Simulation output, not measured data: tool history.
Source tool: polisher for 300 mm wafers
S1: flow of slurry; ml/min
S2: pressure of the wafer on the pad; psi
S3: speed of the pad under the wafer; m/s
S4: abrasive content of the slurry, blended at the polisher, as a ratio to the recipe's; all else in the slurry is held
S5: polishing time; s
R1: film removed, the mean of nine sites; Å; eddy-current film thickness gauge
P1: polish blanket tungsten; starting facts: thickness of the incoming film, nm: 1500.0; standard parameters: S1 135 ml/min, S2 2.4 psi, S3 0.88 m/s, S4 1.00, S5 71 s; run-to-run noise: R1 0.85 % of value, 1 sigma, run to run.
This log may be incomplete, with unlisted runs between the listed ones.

run 1 hour=6.4 | S1=135 S2=2.4 S3=0.88 S4=1.00 S5=71 | R1=1964.90
run 2 hour=13.9 | S1=135 S2=2.4 S3=0.88 S4=1.00 S5=32 | R1=895.71
run 3 hour=19.8 | S1=135 S2=1.5 S3=0.88 S4=1.00 S5=71 | R1=1233.70
-- hour=24.3 slurry blender recalibrated
run 4 hour=27.9 | S1=135 S2=2.4 S3=0.88 S4=1.00 S5=71 | R1=1968.10
run 5 hour=35.4 | S1=135 S2=2.4 S3=0.88 S4=1.00 S5=71 | R1=1978.20
run 6 hour=43.1 | S1=90 S2=2.4 S3=0.88 S4=1.00 S5=71 | R1=1792.30
run 7 hour=51.0 | S1=135 S2=3.3 S3=0.88 S4=1.00 S5=71 | R1=2727.80
run 8 hour=58.7 | S1=135 S2=2.4 S3=0.42 S4=1.00 S5=71 | R1=942.06
run 9 hour=63.1 | S1=135 S2=1.5 S3=0.88 S4=1.40 S5=71 | R1=1308.90
run 10 hour=67.1 | S1=135 S2=2.4 S3=0.88 S4=1.00 S5=71 | R1=1983.40
run 11 hour=75.8 | S1=135 S2=2.4 S3=0.88 S4=1.45 S5=71 | R1=2161.20
run 12 hour=81.1 | S1=135 S2=2.4 S3=0.88 S4=1.00 S5=101 | R1=2789.60
run 13 hour=85.8 | S1=170 S2=2.4 S3=0.88 S4=1.00 S5=71 | R1=2069.20
run 14 hour=93.8 | S1=135 S2=2.4 S3=1.34 S4=1.00 S5=71 | R1=3019.70
run 15 hour=98.5 | S1=180 S2=2.4 S3=0.88 S4=1.00 S5=44 | R1=1268.80
run 16 hour=106.1 | S1=135 S2=2.4 S3=0.88 S4=0.65 S5=71 | R1=1754.30
run 17 hour=111.3 | S1=135 S2=2.4 S3=0.88 S4=1.00 S5=71 | R1=1975.80
run 18 hour=116.4 | S1=135 S2=2.4 S3=0.88 S4=1.00 S5=71 | R1=1917.60
run 19 hour=123.9 | S1=135 S2=2.4 S3=0.88 S4=1.00 S5=71 | R1=1834.00
run 20 hour=128.7 | S1=135 S2=2.4 S3=0.88 S4=1.00 S5=71 | R1=1828.20
run 21 hour=135.9 | S1=135 S2=2.4 S3=0.88 S4=1.00 S5=71 | R1=1814.50
-- hour=138.9 slurry blender recalibrated
-- hour=141.8 slurry tank refilled with fresh slurry and peroxide
run 22 hour=142.5 | S1=135 S2=2.4 S3=0.88 S4=1.00 S5=71 | R1=1788.50
run 23 hour=150.8 | S1=135 S2=2.4 S3=0.88 S4=1.00 S5=71 | R1=1770.80
-- hour=151.4 worn pad replaced by a new one
run 24 hour=154.8 | S1=135 S2=2.4 S3=0.88 S4=1.00 S5=71 | R1=1781.30

Expected results for the next run?
run 25 hour=159.2 | S1=135 S2=2.4 S3=0.88 S4=1.00 S5=71 | R1=?

{"run 25": {"R1": 1755.7}}

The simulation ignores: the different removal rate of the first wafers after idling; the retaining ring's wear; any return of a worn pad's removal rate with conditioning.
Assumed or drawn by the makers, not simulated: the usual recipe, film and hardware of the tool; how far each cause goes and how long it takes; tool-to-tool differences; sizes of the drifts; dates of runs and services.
